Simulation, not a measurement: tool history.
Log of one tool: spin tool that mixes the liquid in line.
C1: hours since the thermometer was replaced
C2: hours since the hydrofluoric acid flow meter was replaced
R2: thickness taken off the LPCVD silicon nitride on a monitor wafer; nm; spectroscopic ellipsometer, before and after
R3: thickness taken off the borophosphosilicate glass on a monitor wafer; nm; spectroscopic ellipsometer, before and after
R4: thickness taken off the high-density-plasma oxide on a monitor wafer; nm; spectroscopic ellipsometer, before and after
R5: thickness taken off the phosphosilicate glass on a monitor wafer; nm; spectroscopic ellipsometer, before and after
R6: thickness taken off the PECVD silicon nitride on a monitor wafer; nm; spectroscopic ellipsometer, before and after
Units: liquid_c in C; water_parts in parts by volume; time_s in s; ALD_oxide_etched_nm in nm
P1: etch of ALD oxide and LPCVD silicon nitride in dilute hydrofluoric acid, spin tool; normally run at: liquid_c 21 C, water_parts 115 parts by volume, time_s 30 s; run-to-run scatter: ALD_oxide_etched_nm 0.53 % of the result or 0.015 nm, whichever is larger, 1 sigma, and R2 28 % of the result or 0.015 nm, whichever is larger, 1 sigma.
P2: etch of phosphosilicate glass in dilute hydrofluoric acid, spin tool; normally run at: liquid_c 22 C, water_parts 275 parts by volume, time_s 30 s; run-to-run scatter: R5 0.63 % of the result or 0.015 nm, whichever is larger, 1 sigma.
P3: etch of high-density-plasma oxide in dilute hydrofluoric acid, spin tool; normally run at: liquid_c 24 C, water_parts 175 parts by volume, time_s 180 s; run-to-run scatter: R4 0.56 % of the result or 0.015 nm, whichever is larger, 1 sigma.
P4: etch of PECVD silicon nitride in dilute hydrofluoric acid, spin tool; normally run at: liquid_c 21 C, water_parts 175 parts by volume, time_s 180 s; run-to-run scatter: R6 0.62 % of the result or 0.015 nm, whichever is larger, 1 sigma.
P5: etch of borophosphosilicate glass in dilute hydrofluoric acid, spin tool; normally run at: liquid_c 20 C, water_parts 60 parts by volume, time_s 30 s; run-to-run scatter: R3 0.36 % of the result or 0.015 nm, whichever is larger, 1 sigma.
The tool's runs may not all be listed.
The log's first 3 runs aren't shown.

{"run": 4, "hour": 37.5, "process": "P1", "liquid_c": 21, "water_parts": 115, "time_s": 55, "C1": 1684.2, "C2": 645.6, "ALD_oxide_etched_nm": 9.2403, "R2": 0.18958}
{"run": 5, "hour": 46.1, "process": "P5", "liquid_c": 20, "water_parts": 60, "time_s": 30, "C1": 1692.8, "C2": 654.2, "R3": 33.257}
{"run": 6, "hour": 55.3, "process": "P3", "liquid_c": 24, "water_parts": 175, "time_s": 180, "C1": 1702, "C2": 663.4, "R4": 5.723}
{"run": 7, "hour": 66.0, "process": "P2", "liquid_c": 22, "water_parts": 275, "time_s": 30, "C1": 1712.7, "C2": 674.1, "R5": 5.1916}
{"run": 8, "hour": 76.8, "process": "P1", "liquid_c": 27, "water_parts": 115, "time_s": 30, "C1": 1723.5, "C2": 684.9, "ALD_oxide_etched_nm": 6.4455, "R2": 0.14403}
{"run": 9, "hour": 89.3, "process": "P2", "liquid_c": 22, "water_parts": 275, "time_s": 55, "C1": 1736, "C2": 697.4, "R5": 9.3952}
{"run": 10, "hour": 99.1, "process": "P4", "liquid_c": 21, "water_parts": 275, "time_s": 180, "C1": 1745.8, "C2": 707.2, "R6": 3.2258}
{"run": 11, "hour": 112.0, "process": "P5", "liquid_c": 20, "water_parts": 85, "time_s": 30, "C1": 1758.7, "C2": 720.1, "R3": 22.779}
{"run": 12, "hour": 122.9, "process": "P3", "liquid_c": 24, "water_parts": 175, "time_s": 180, "C1": 1769.6, "C2": 731, "R4": 5.7452}
{"run": 13, "hour": 132.2, "process": "P1", "liquid_c": 21, "water_parts": 115, "time_s": 30, "C1": 1778.9, "C2": 740.3, "ALD_oxide_etched_nm": 5.0749, "R2": 0.14272}
{"run": 14, "hour": 144.5, "process": "P1", "liquid_c": 17, "water_parts": 115, "time_s": 30, "C1": 1791.2, "C2": 752.6, "ALD_oxide_etched_nm": 4.2586, "R2": 0.067978}
{"run": 15, "hour": 151.9, "process": "P1", "liquid_c": 21, "water_parts": 115, "time_s": 15, "C1": 1798.6, "C2": 760, "ALD_oxide_etched_nm": 2.5076, "R2": 0.050603}
{"run": 16, "hour": 163.7, "process": "P4", "liquid_c": 21, "water_parts": 175, "time_s": 180, "C1": 1810.4, "C2": 771.8, "R6": 5.0239}
{"run": 17, "hour": 176.1, "process": "P2", "liquid_c": 22, "water_parts": 275, "time_s": 30, "C1": 1822.8, "C2": 784.2, "R5": 5.1183}
{"run": 18, "hour": 185.6, "process": "P3", "liquid_c": 17.5, "water_parts": 175, "time_s": 180, "C1": 1832.3, "C2": 793.7, "R4": 4.4275}
{"run": 19, "hour": 196.7, "process": "P4", "liquid_c": 21, "water_parts": 175, "time_s": 335, "C1": 1843.4, "C2": 804.8, "R6": 9.3222}
{"run": 20, "hour": 209.3, "process": "P2", "liquid_c": 22, "water_parts": 390, "time_s": 30, "C1": 1856, "C2": 817.4, "R5": 3.2838}
{"run": 21, "hour": 219.7, "process": "P1", "liquid_c": 21, "water_parts": 55, "time_s": 30, "C1": 1866.4, "C2": 827.8, "ALD_oxide_etched_nm": 11.274, "R2": 0.16835}
{"run": 22, "hour": 228.6, "process": "P3", "liquid_c": 24, "water_parts": 260, "time_s": 180, "C1": 1875.3, "C2": 836.7, "R4": 3.4828}
{"run": 23, "hour": 238.3, "process": "P1", "liquid_c": 21, "water_parts": 115, "time_s": 30, "C1": 1885, "C2": 846.4, "ALD_oxide_etched_nm": 5.0603, "R2": 0.12918}
{"run": 24, "hour": 245.3, "process": "P4", "liquid_c": 17, "water_parts": 175, "time_s": 180, "C1": 1892, "C2": 853.4, "R6": 3.7989}
{"run": 25, "hour": 258.1, "process": "P1", "liquid_c": 21, "water_parts": 170, "time_s": 15, "C1": 1904.8, "C2": 866.2, "ALD_oxide_etched_nm": 1.5708, "R2": 0.036633}
{"run": 26, "hour": 269.2, "process": "P2", "liquid_c": 17, "water_parts": 275, "time_s": 30, "C1": 1915.9, "C2": 877.3, "R5": 4.2484}
{"run": 27, "hour": 276.4, "process": "P1", "liquid_c": 21, "water_parts": 170, "time_s": 30, "C1": 1923.1, "C2": 884.5, "ALD_oxide_etched_nm": 3.2166, "R2": 0.081747}

Forecast run 28:
{"run": 28, "hour": 284.7, "process": "P3", "liquid_c": 24, "water_parts": 175, "time_s": 15, "C1": 1931.4, "C2": 892.8, "R4": "?"}

Run 28 gave R4 0.4599 nm.
